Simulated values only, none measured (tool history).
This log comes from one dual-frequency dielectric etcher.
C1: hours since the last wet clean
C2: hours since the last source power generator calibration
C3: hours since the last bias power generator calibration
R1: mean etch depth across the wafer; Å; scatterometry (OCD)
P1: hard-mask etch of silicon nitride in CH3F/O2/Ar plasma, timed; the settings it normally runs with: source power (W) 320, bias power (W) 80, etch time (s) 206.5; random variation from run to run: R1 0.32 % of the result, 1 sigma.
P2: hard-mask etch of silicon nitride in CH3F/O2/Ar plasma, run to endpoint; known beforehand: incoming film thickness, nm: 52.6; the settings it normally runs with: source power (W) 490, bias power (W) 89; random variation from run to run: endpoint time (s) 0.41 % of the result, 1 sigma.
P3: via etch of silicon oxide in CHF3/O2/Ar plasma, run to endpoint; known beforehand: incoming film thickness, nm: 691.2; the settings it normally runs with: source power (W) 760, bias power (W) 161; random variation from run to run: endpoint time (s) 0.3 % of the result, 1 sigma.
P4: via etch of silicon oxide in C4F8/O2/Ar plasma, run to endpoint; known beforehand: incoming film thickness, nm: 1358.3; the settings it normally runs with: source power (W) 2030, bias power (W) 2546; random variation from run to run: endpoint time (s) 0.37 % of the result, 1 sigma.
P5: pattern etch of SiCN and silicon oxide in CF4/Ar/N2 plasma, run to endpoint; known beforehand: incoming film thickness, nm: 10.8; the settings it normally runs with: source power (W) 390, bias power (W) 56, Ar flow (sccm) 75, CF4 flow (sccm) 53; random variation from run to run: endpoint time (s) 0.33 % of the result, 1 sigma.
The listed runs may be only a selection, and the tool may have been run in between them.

Run 1, hour 14.2: process that ran P1, source power (W) 320, bias power (W) 80, etch time (s) 206.5; C1 264; C2 734.2; C3 2736.6. Result: R1 1367.6 Å.
Run 2, hour 27.2: process that ran P1, source power (W) 320, bias power (W) 80, etch time (s) 125.5; C1 277; C2 747.2; C3 2749.6. Result: R1 831.57 Å.
Run 3, hour 40.3: process that ran P1, source power (W) 320, bias power (W) 80, etch time (s) 206.5; C1 290.1; C2 760.3; C3 2762.7. Result: R1 1364.4 Å.
Run 4, hour 56.2: process that ran P1, source power (W) 380, bias power (W) 80, etch time (s) 285; C1 306; C2 776.2; C3 2778.6. Result: R1 2006.4 Å.
Run 5, hour 68: process that ran P4, source power (W) 2030, bias power (W) 1599; C1 317.8; C2 788; C3 2790.4. Result: endpoint time (s) 278.98.
Run 6, hour 81.5: process that ran P3, source power (W) 760, bias power (W) 161; C1 331.3; C2 801.5; C3 2803.9. Result: endpoint time (s) 328.32.
Run 7, hour 97.3: process that ran P1, source power (W) 320, bias power (W) 47, etch time (s) 206.5; C1 347.1; C2 817.3; C3 2819.7. Result: R1 1147.5 Å.
Run 8, hour 109.2: process that ran P4, source power (W) 2030, bias power (W) 2546; C1 359; C2 829.2; C3 2831.6. Result: endpoint time (s) 246.09.
Run 9, hour 118.2: process that ran P5, source power (W) 390, bias power (W) 56, Ar flow (sccm) 75, CF4 flow (sccm) 37; C1 368; C2 838.2; C3 2840.6. Result: endpoint time (s) 16.129.
Run 10, hour 130.6: process that ran P5, source power (W) 390, bias power (W) 56, Ar flow (sccm) 75, CF4 flow (sccm) 53; C1 380.4; C2 850.6; C3 2853. Result: endpoint time (s) 15.119.
Run 11, hour 146.7: process that ran P1, source power (W) 190, bias power (W) 80, etch time (s) 206.5; C1 396.5; C2 866.7; C3 2869.1. Result: R1 1123.7 Å.
Run 12, hour 159.7: process that ran P2, source power (W) 490, bias power (W) 120; C1 409.5; C2 879.7; C3 2882.1. Result: endpoint time (s) 58.916.
Run 13, hour 174.8: process that ran P1, source power (W) 320, bias power (W) 80, etch time (s) 206.5; C1 424.6; C2 894.8; C3 2897.2. Result: R1 1360.8 Å.
Run 14, hour 183.1: process that ran P5, source power (W) 500, bias power (W) 56, Ar flow (sccm) 75, CF4 flow (sccm) 53; C1 432.9; C2 903.1; C3 2905.5. Result: endpoint time (s) 12.161.
Run 15, hour 196.1: process that ran P1, source power (W) 320, bias power (W) 59, etch time (s) 154; C1 445.9; C2 916.1; C3 2918.5. Result: R1 917.59 Å.
Run 16, hour 205.1: process that ran P3, source power (W) 760, bias power (W) 161; C1 454.9; C2 925.1; C3 2927.5. Result: endpoint time (s) 330.32.
Run 17, hour 220.6: process that ran P1, source power (W) 320, bias power (W) 80, etch time (s) 206.5; C1 470.4; C2 940.6; C3 2943. Result: R1 1366.1 Å.
Run 18, hour 230: process that ran P5, source power (W) 390, bias power (W) 36, Ar flow (sccm) 75, CF4 flow (sccm) 53; C1 479.8; C2 950; C3 2952.4. Result: endpoint time (s) 17.397.
Run 19, hour 239.7: process that ran P1, source power (W) 320, bias power (W) 80, etch time (s) 206.5; C1 489.5; C2 959.7; C3 2962.1. Result: R1 1356.3 Å.
Run 20, hour 247.8: process that ran P1, source power (W) 320, bias power (W) 109, etch time (s) 155; C1 497.6; C2 967.8; C3 2970.2. Result: R1 1150.2 Å.
Run 21, hour 264.4: process that ran P3, source power (W) 1030, bias power (W) 161; C1 514.2; C2 984.4; C3 2986.8. Result: endpoint time (s) 294.08.
Run 22, hour 280.1: process that ran P1, source power (W) 420, bias power (W) 80, etch time (s) 206.5; C1 529.9; C2 1000.1; C3 3002.5. Result: R1 1509.1 Å.
Run 23, hour 291.7: process that ran P5, source power (W) 390, bias power (W) 56, Ar flow (sccm) 54, CF4 flow (sccm) 53; C1 541.5; C2 1011.7; C3 3014.1. Result: endpoint time (s) 14.477.

Estimate the outcome of run 24 from the log above:
Run 24, hour 308.5: process that ran P1, source power (W) 320, bias power (W) 80, etch time (s) 253.5; C1 558.3; C2 1028.5; C3 3030.9. Result: R1 ?.

{"run 24": {"R1": 1679.3}}
